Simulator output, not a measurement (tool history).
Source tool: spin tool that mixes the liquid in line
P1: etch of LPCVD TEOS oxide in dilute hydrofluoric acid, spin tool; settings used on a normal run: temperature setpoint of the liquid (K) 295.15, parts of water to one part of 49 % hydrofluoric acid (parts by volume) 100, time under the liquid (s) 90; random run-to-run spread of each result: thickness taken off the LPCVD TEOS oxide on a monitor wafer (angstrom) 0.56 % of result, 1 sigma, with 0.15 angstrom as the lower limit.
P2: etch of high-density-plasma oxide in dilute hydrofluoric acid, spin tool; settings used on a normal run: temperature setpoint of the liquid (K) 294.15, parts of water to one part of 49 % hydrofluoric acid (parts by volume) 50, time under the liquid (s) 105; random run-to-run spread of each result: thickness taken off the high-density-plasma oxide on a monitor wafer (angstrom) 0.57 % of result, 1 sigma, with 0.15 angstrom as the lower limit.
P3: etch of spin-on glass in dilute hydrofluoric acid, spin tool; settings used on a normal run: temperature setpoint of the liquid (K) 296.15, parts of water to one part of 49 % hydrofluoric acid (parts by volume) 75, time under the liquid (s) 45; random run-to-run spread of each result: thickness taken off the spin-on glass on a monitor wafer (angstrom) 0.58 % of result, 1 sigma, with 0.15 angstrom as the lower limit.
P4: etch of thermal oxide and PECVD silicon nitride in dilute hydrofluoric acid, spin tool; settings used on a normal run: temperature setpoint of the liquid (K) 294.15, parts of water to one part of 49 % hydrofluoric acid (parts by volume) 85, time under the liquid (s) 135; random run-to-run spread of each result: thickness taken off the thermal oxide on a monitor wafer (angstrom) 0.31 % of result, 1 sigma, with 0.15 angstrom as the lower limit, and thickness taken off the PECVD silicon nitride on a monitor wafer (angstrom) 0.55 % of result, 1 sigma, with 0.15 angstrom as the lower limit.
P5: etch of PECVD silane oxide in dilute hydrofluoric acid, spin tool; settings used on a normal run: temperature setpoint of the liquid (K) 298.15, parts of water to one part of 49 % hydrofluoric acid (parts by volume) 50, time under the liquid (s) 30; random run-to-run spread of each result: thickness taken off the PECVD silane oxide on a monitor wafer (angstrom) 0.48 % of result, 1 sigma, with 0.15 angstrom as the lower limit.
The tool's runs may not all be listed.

run	hour	process that ran	temperature setpoint of the liquid (K)	parts of water to one part of 49 % hydrofluoric acid (parts by volume)	time under the liquid (s)	hours since the thermometer was replaced	hours since the hydrofluoric acid flow meter was replaced	thickness taken off the LPCVD TEOS oxide on a monitor wafer (angstrom)	thickness taken off the PECVD silane oxide on a monitor wafer (angstrom)	thickness taken off the high-density-plasma oxide on a monitor wafer (angstrom)	thickness taken off the thermal oxide on a monitor wafer (angstrom)	thickness taken off the PECVD silicon nitride on a monitor wafer (angstrom)	thickness taken off the spin-on glass on a monitor wafer (angstrom)
1	8.6	P1	295.15	100	90	1589.5	683.5	153.26					
2	15.2	P1	295.15	100	90	1596.1	690.1	152.03					
3	21.2	P5	303.15	50	30	1602.1	696.1		153.26				
4	30.6	P1	301.65	100	90	1611.5	705.5	196.61					
# hour 35: hydrofluoric acid flow meter replaced
5	39	P2	290.15	50	105	1619.9	4			82.285			
6	48.1	P1	295.15	100	90	1629	13.1	154.27					
7	53.6	P1	295.15	100	90	1634.5	18.6	151.11					
8	61.9	P4	294.15	85	135	1642.8	26.9				66.234	35.945	
9	70.7	P3	296.15	20	45	1651.6	35.7						637.29
10	78.4	P5	298.15	85	30	1659.3	43.4		69.921				
11	90.1	P4	290.15	85	135	1671	55.1				55.519	27.886	
12	97.8	P4	294.15	145	135	1678.7	62.8				36.073	21.68	
13	105	P3	296.15	75	15	1685.9	70						52.724
14	113.8	P1	295.15	100	90	1694.7	78.8	152.52					
15	120	P2	294.15	85	105	1700.9	85			54.617			
16	131.6	P1	295.15	170	90	1712.5	96.6	83.577					
17	138.5	P2	294.15	50	105	1719.4	103.5			96.695			
18	150.5	P1	295.15	100	45	1731.4	115.5	76.585					
19	157.7	P2	294.15	50	15	1738.6	122.7			13.723			
20	168.6	P4	294.15	85	30	1749.5	133.6				14.667	7.9466	
21	174.4	P1	295.15	60	90	1755.3	139.4	269.06					
22	186.2	P1	290.15	100	90	1767.1	151.2	124.25					
23	192.8	P1	295.15	100	170	1773.7	157.8	286.98					
24	198.7	P5	298.15	50	30	1779.6	163.7		124.75				
25	205.4	P3	304.65	75	45	1786.3	170.4						219.83
26	215.1	P3	296.15	75	45	1796	180.1						157.1
27	225.2	P5	298.15	50	15	1806.1	190.2		62.337				
28	237.1	P1	298.65	50	90	1818	202.1	376.54					
29	248.3	P5	298.15	50	30	1829.2	213.3		123.66				
30	259.5	P1	295.15	100	90	1840.4	224.5	152.95					
31	267.9	P1	295.15	100	90	1848.8	232.9	146.75					
32	275.1	P1	295.15	100	90	1856	240.1	143.52					
33	283.1	P1	295.15	100	90	1864	248.1	139.72					
34	294.1	P1	295.15	100	90	1875	259.1	139.79					
35	300.7	P1	295.15	100	90	1881.6	265.7	138.65					
36	312.2	P1	295.15	100	90	1893.1	277.2	138.35					

The output of P1 has drifted from where it used to be. Each of the 2 causes below, taken at the size shown beside it, accounts for the log equally well:
A: hydrofluoric acid flow below the setpoint (%) = 7.71
B: liquid colder than its thermometer reads (K) = 2.21
The creep began at about hour 259.5.

Each of the 4 check runs below uses one wafer; its results are left as question marks. Which run tells the causes apart?
check 1	323.7	P2	294.15	85	105					?			
check 2	323.7	P5	301.65	50	30				?				
check 3	323.7	P4	294.15	85	70						?	?	
check 4	323.7	P3	299.15	75	45								?

Outcome of each check run for each possible cause:
check	result	if A	if B
check 1	thickness taken off the high-density-plasma oxide on a monitor wafer (angstrom)	50.168	50.005
check 2	thickness taken off the PECVD silane oxide on a monitor wafer (angstrom)	131.28	131.01
check 3	thickness taken off the thermal oxide on a monitor wafer (angstrom)	31.347	31.245
check 3	thickness taken off the PECVD silicon nitride on a monitor wafer (angstrom)	17.434	16.207
check 4	thickness taken off the spin-on glass on a monitor wafer (angstrom)	162.77	162.79
Minimum pairwise separation of causes per check, each pair taken at its best-separating result: check 1 0.33 %; check 2 0.21 %; check 3 7.3 %; check 4 0.01 %
Of the check runs offered, only check 3 discriminates between the causes; the rest would read about the same regardless of which cause applies.

With check 3 done, the readings were: thickness taken off the thermal oxide on a monitor wafer (angstrom) 31.432; thickness taken off the PECVD silicon nitride on a monitor wafer (angstrom) 17.594. Identify which of the listed causes applies.

The correct cause is A, namely: hydrofluoric acid flow below the setpoint (%).

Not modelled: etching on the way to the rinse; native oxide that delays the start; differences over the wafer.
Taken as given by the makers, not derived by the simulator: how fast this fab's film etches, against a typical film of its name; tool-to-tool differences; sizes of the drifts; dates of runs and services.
